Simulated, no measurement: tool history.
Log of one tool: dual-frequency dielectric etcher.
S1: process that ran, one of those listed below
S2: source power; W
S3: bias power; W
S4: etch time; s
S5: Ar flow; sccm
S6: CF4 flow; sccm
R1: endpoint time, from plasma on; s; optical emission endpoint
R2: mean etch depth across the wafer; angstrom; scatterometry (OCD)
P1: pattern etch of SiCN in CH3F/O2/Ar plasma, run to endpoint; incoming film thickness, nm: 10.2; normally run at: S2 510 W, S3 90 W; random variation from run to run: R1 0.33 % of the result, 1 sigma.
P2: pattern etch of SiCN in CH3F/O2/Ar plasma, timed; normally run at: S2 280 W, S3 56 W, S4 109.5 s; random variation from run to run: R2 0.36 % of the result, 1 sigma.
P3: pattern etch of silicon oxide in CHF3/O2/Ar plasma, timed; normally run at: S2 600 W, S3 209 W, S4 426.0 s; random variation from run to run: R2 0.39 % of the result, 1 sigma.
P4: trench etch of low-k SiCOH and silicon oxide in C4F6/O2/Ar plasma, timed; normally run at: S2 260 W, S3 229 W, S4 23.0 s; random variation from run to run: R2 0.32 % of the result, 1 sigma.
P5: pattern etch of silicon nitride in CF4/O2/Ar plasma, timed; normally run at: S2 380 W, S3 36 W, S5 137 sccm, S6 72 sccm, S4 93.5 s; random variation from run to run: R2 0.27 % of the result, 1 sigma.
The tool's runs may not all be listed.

run 1 hour=4.8 | S1=P1 S2=510 S3=90 | R1=23.213
run 2 hour=11.3 | S1=P2 S2=390 S3=56 S4=109.5 | R2=375.89
run 3 hour=21.6 | S1=P1 S2=510 S3=90 | R1=23.431
run 4 hour=31.2 | S1=P5 S2=380 S3=36 S4=93.5 S5=137 S6=42 | R2=988.10
run 5 hour=41.0 | S1=P2 S2=280 S3=56 S4=83.5 | R2=251.58
run 6 hour=45.9 | S1=P1 S2=510 S3=90 | R1=23.372
run 7 hour=56.4 | S1=P1 S2=390 S3=125 | R1=22.704
run 8 hour=64.6 | S1=P4 S2=260 S3=139 S4=23.0 | R2=537.42
run 9 hour=70.5 | S1=P4 S2=260 S3=229 S4=23.0 | R2=627.43
run 10 hour=75.2 | S1=P1 S2=510 S3=90 | R1=23.459
run 11 hour=83.5 | S1=P1 S2=510 S3=90 | R1=23.491
run 12 hour=90.5 | S1=P5 S2=380 S3=36 S4=93.5 S5=137 S6=72 | R2=1082.00
run 13 hour=96.8 | S1=P1 S2=510 S3=120 | R1=20.965
run 14 hour=103.6 | S1=P5 S2=380 S3=36 S4=58.0 S5=137 S6=72 | R2=670.68
run 15 hour=109.3 | S1=P4 S2=260 S3=229 S4=29.5 | R2=807.06
run 16 hour=116.5 | S1=P5 S2=240 S3=36 S4=93.5 S5=137 S6=72 | R2=726.26
run 17 hour=123.0 | S1=P1 S2=320 S3=90 | R1=27.612
run 18 hour=132.4 | S1=P5 S2=380 S3=36 S4=93.5 S5=104 S6=72 | R2=1125.30
run 19 hour=138.6 | S1=P1 S2=690 S3=66 | R1=23.308
run 20 hour=146.4 | S1=P1 S2=510 S3=71 | R1=25.346
run 21 hour=153.4 | S1=P3 S2=600 S3=209 S4=426.0 | R2=8846.90
run 22 hour=159.2 | S1=P5 S2=380 S3=49 S4=93.5 S5=137 S6=72 | R2=1218.80
run 23 hour=167.8 | S1=P3 S2=600 S3=209 S4=329.0 | R2=6866.20
run 24 hour=172.7 | S1=P3 S2=770 S3=209 S4=426.0 | R2=9729.20
run 25 hour=180.3 | S1=P1 S2=610 S3=90 | R1=21.826
run 26 hour=189.4 | S1=P4 S2=320 S3=229 S4=23.0 | R2=678.90
run 27 hour=194.2 | S1=P2 S2=280 S3=43 S4=109.5 | R2=304.61
run 28 hour=203.9 | S1=P2 S2=280 S3=56 S4=109.5 | R2=329.86
run 29 hour=213.0 | S1=P5 S2=380 S3=36 S4=93.5 S5=137 S6=72 | R2=1079.10
run 30 hour=220.9 | S1=P2 S2=280 S3=56 S4=109.5 | R2=332.57
run 31 hour=230.7 | S1=P3 S2=600 S3=279 S4=426.0 | R2=9737.10
run 32 hour=239.8 | S1=P1 S2=510 S3=90 | R1=23.423
run 33 hour=249.2 | S1=P1 S2=510 S3=90 | R1=22.995
run 34 hour=259.0 | S1=P1 S2=510 S3=90 | R1=22.995
-- hour=262.0 wet clean of the chamber
run 35 hour=268.6 | S1=P1 S2=510 S3=90 | R1=22.873
run 36 hour=276.2 | S1=P1 S2=510 S3=90 | R1=23.091
run 37 hour=284.8 | S1=P1 S2=510 S3=90 | R1=22.967
run 38 hour=294.0 | S1=P1 S2=510 S3=90 | R1=23.141
run 39 hour=302.9 | S1=P1 S2=510 S3=90 | R1=22.876

What P1 gives has crept away from where it was. These 2 causes fit the log equally well, each at the size given:
A: source power that arrives over what is set, % = 4.53
B: bias power that arrives over what is set, % = 4.62
The creep began at about hour 239.8.
Why every other cause is out:
chamber walls in a state that raises the etch rate, %: serviced at hour 262.0, which brought nothing back

4 check runs are offered, one wafer each, their results left as question marks. Which one tells the causes apart?
run check 1 hour=311.8 | S1=P3 S2=600 S3=209 S4=426.0 | R2=?
run check 2 hour=311.8 | S1=P5 S2=380 S3=36 S4=93.5 S5=137 S6=72 | R2=?
run check 3 hour=311.8 | S1=P4 S2=260 S3=229 S4=23.0 | R2=?
run check 4 hour=311.8 | S1=P2 S2=280 S3=56 S4=109.5 | R2=?

What each check would give under each cause:
check=check_1 result=R2 if_A=9017.80 if_B=9007.80
check=check_2 result=R2 if_A=1123.00 if_B=1100.10
check=check_3 result=R2 if_A=641.01 if_B=640.12
check=check_4 result=R2 if_A=336.84 if_B=336.43
How far apart the two closest causes lie, in the result that separates them most: check 1 0.11 %; check 2 2.06 %; check 3 0.14 %; check 4 0.12 %
Only check 2 tells the causes apart: in the others they would give nearly the same result.

Then check 2 was run and gave: R2 1095.70 angstrom. Which cause is it?

It is B: bias power that arrives over what is set, %.

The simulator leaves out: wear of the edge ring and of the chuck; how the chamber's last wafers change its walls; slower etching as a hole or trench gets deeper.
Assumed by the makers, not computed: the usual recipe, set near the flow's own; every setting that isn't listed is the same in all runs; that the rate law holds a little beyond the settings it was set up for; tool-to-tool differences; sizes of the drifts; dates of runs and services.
